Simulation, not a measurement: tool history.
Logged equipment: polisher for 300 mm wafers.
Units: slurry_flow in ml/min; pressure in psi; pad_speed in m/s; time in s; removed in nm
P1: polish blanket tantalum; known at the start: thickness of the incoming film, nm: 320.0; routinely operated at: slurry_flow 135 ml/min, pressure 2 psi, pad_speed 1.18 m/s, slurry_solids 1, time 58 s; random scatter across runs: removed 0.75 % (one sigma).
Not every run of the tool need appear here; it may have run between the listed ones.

run 1 hour=4.8 | slurry_flow=135 pressure=2 pad_speed=1.18 slurry_solids=1 time=58 | removed=96.273
run 2 hour=8.1 | slurry_flow=135 pressure=2 pad_speed=1.18 slurry_solids=1 time=58 | removed=96.358
run 3 hour=11.9 | slurry_flow=135 pressure=2 pad_speed=1.18 slurry_solids=1.4 time=58 | removed=103.14
run 4 hour=15.9 | slurry_flow=135 pressure=2 pad_speed=1.76 slurry_solids=1 time=83 | removed=202.99
run 5 hour=22.7 | slurry_flow=135 pressure=2 pad_speed=1.18 slurry_solids=1 time=58 | removed=96.333
run 6 hour=28.6 | slurry_flow=135 pressure=0.9 pad_speed=1.18 slurry_solids=1 time=58 | removed=43.034
run 7 hour=34.6 | slurry_flow=135 pressure=2 pad_speed=1.18 slurry_solids=1 time=85 | removed=140.74
run 8 hour=40 | slurry_flow=135 pressure=2 pad_speed=1.18 slurry_solids=1 time=58 | removed=96.383
run 9 hour=44.4 | slurry_flow=135 pressure=2 pad_speed=1.66 slurry_solids=1 time=80 | removed=184.86
run 10 hour=50.7 | slurry_flow=135 pressure=2 pad_speed=0.54 slurry_solids=1 time=58 | removed=43.894
run 11 hour=56.4 | slurry_flow=135 pressure=2 pad_speed=1.18 slurry_solids=1 time=26 | removed=43.368
run 12 hour=62.3 | slurry_flow=135 pressure=2 pad_speed=1.18 slurry_solids=1 time=58 | removed=96.357
run 13 hour=66.9 | slurry_flow=135 pressure=2 pad_speed=1.56 slurry_solids=1 time=58 | removed=126.3
run 14 hour=73.6 | slurry_flow=95 pressure=2 pad_speed=1.18 slurry_solids=1 time=58 | removed=87.904
-- hour=75.5 slurry nozzle cleaned
run 15 hour=79.5 | slurry_flow=135 pressure=2.7 pad_speed=1.18 slurry_solids=1 time=58 | removed=128.96
run 16 hour=82.9 | slurry_flow=205 pressure=2 pad_speed=1.18 slurry_solids=1 time=58 | removed=101.27
run 17 hour=86.8 | slurry_flow=135 pressure=2 pad_speed=1.18 slurry_solids=0.6 time=58 | removed=80.725
run 18 hour=93.8 | slurry_flow=135 pressure=2 pad_speed=1.18 slurry_solids=1 time=58 | removed=95.806
run 19 hour=98.6 | slurry_flow=135 pressure=2 pad_speed=1.18 slurry_solids=1 time=58 | removed=95.512
run 20 hour=104.7 | slurry_flow=135 pressure=2 pad_speed=1.18 slurry_solids=1 time=58 | removed=93.381
run 21 hour=109.9 | slurry_flow=135 pressure=2 pad_speed=1.18 slurry_solids=1 time=58 | removed=91.347
run 22 hour=114.2 | slurry_flow=135 pressure=2 pad_speed=1.18 slurry_solids=1 time=58 | removed=90.292
run 23 hour=118.9 | slurry_flow=135 pressure=2 pad_speed=1.18 slurry_solids=1 time=58 | removed=89.565
-- hour=120.5 worn pad replaced by a new one
run 24 hour=122.6 | slurry_flow=135 pressure=2 pad_speed=1.18 slurry_solids=1 time=58 | removed=88.841
-- hour=123.3 head pressure recalibrated
run 25 hour=125.9 | slurry_flow=135 pressure=2 pad_speed=1.18 slurry_solids=1 time=58 | removed=89.294
run 26 hour=132.4 | slurry_flow=135 pressure=2 pad_speed=1.18 slurry_solids=1 time=58 | removed=89.915

The log shows P1 creeping away from where it was. Any of the 2 causes listed here, at the size stated for it, fits the log just as well as the others:
A: abrasive missing from the slurry, % = 22.1
B: slurry flow missing at the pad, % = 29.5
The creep began at about hour 98.6.
What rules out each remaining cause:
removal rate lost through wear of the pad, %: work on it at hour 120.5, done after the drift set in, did not restore what the process gave before
head's pressure below its setpoint, %: work on it at hour 123.3, done after the drift set in, did not restore what the process gave before

Of the 4 check runs below, each run on 2 wafers with the results averaged and each result still a question mark, which one would tell the listed causes apart?
run check 1 hour=138.9 | slurry_flow=135 pressure=2 pad_speed=0.54 slurry_solids=1 time=82 | removed=?
run check 2 hour=138.9 | slurry_flow=135 pressure=1 pad_speed=1.18 slurry_solids=1 time=31 | removed=?
run check 3 hour=138.9 | slurry_flow=205 pressure=2 pad_speed=1.18 slurry_solids=0.7 time=58 | removed=?
run check 4 hour=138.9 | slurry_flow=135 pressure=1.1 pad_speed=1.18 slurry_solids=1 time=58 | removed=?

How each check would come out, cause by cause:
check=check_1 result=removed if_A=57.416 if_B=57.41
check=check_2 result=removed if_A=23.716 if_B=23.713
check=check_3 result=removed if_A=82.744 if_B=86.549
check=check_4 result=removed if_A=48.809 if_B=48.804
Separation of the two closest causes in each check, using whichever result separates them best: check 1 0.01 %; check 2 0.01 %; check 3 4.5 %; check 4 0.01 %
The causes can be told apart only by check 3. The other checks would give nearly the same results under each of them.

Here is what check 3 returned: removed 86.365 nm. Which cause is it?

The cause is B: slurry flow missing at the pad, %.

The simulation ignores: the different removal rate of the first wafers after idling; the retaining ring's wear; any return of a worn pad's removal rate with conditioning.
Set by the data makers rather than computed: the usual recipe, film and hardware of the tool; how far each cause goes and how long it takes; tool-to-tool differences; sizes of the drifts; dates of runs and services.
